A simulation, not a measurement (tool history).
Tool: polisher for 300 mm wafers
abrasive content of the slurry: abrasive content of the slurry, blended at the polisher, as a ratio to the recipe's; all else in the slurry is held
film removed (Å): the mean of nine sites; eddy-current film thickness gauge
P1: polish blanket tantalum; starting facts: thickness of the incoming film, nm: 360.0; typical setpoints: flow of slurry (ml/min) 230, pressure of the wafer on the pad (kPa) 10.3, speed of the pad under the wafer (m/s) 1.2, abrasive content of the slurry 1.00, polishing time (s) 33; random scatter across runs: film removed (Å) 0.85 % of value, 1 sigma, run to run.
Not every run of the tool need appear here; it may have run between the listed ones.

run    day  flow of slurry (ml/min)  pressure of the wafer on the pad (kPa)  speed of the pad under the wafer (m/s)  abrasive content of the slurry  polishing time (s)  film removed (Å)
  1  0.225                      230                                    10.3                                     1.2                            1.00                  33            490.52
  2  0.433                      230                                    10.3                                     1.2                            1.00                  16            240.17
  3  0.692                      230                                    10.3                                     1.2                            1.00                  33            491.93
     0.746  -- slurry blender recalibrated
  4  0.867                      230                                    10.3                                     1.2                            0.60                  33            417.45
  5  1.025                      230                                     5.5                                     1.2                            1.00                  33            266.24
  6  1.196                      230                                    10.3                                     1.2                            1.00                  50            749.11
  7  1.488                      230                                    10.3                                     1.2                            1.00                  33            494.19
     1.571  -- worn pad replaced by a new one
  8  1.671                      230                                    10.3                                     1.2                            1.00                  33            494.02
  9  1.842                      140                                    10.3                                     1.2                            1.00                  33            462.89
 10  1.996                      230                                    10.3                                     1.2                            1.25                  33            521.11
 11  2.208                      230                                    10.3                                     1.2                            1.00                  33            490.37
 12  2.429                      230                                    15.9                                     1.2                            1.00                  33            752.63
 13  2.721                      230                                    14.5                                     1.2                            1.00                  48            998.33
 14  2.925                      230                                    10.3                                     0.7                            1.00                  33            286.37
 15  3.133                      230                                    10.3                                     1.6                            1.00                  33            666.72
 16  3.362                      230                                    10.3                                     1.2                            1.00                  33            491.73
 17  3.562                      320                                    10.3                                     1.2                            1.00                  33            516.33
 18  3.800                      230                                    10.3                                     1.2                            1.00                  33            488.50
 19  3.967                      230                                    10.3                                     1.2                            1.00                  33            479.25
 20  4.233                      230                                    10.3                                     1.2                            1.00                  33            459.92
     4.429  -- slurry nozzle cleaned
 21  4.504                      230                                    10.3                                     1.2                            1.00                  33            446.61

Expected results for the next run?
 22  4.692                      230                                    10.3                                     1.2                            1.00                  33                 ?

For run 22 the tool returned film removed (Å) 439.84.

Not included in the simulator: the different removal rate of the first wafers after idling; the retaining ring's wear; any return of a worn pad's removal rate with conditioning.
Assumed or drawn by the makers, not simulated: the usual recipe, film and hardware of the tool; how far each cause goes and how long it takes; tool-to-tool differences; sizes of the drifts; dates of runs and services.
